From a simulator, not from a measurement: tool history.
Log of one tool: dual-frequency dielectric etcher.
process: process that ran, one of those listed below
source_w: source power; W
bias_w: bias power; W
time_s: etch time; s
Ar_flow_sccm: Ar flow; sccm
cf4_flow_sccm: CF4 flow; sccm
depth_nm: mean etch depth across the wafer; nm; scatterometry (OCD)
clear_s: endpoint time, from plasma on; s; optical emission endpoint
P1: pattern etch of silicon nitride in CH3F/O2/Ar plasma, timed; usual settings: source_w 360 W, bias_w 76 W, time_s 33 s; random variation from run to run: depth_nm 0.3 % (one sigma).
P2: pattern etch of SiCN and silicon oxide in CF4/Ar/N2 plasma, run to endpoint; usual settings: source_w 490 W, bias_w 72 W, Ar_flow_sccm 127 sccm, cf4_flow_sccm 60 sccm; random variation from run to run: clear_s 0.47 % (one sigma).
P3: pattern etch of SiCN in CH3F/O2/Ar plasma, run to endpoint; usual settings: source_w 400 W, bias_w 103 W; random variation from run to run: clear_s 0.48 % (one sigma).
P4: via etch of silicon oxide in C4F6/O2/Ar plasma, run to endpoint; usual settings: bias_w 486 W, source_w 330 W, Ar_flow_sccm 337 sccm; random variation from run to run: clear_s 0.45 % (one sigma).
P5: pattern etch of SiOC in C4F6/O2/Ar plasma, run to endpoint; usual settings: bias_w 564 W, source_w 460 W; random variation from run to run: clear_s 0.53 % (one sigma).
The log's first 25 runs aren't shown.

run	hour	process	source_w	bias_w	time_s	Ar_flow_sccm	cf4_flow_sccm	hours since the last wet clean	hours since the last source power generator calibration	hours since the last bias power generator calibration	depth_nm	clear_s
26	323.5	P5	460	796				469.6	714.7	1497.8		12.490
27	334.2	P1	360	76	33			480.3	725.4	1508.5	22.303	
28	350.9	P1	360	60	33			497.0	742.1	1525.2	20.548	
29	360.2	P5	460	564				506.3	751.4	1534.5		14.251
30	369.9	P3	400	103				516.0	761.1	1544.2		23.110
31	385.8	P1	360	76	33			531.9	777.0	1560.1	22.242	
32	395.6	P1	360	76	33			541.7	786.8	1569.9	22.239	
# hour 410.5: wet clean of the chamber
33	411.4	P1	360	76	33			0.9	802.6	1585.7	21.893	

Forecast run 34:
34	427.2	P1	360	76	33			16.7	818.4	1601.5	?	

{"run 34": {"depth_nm": 22.025}}

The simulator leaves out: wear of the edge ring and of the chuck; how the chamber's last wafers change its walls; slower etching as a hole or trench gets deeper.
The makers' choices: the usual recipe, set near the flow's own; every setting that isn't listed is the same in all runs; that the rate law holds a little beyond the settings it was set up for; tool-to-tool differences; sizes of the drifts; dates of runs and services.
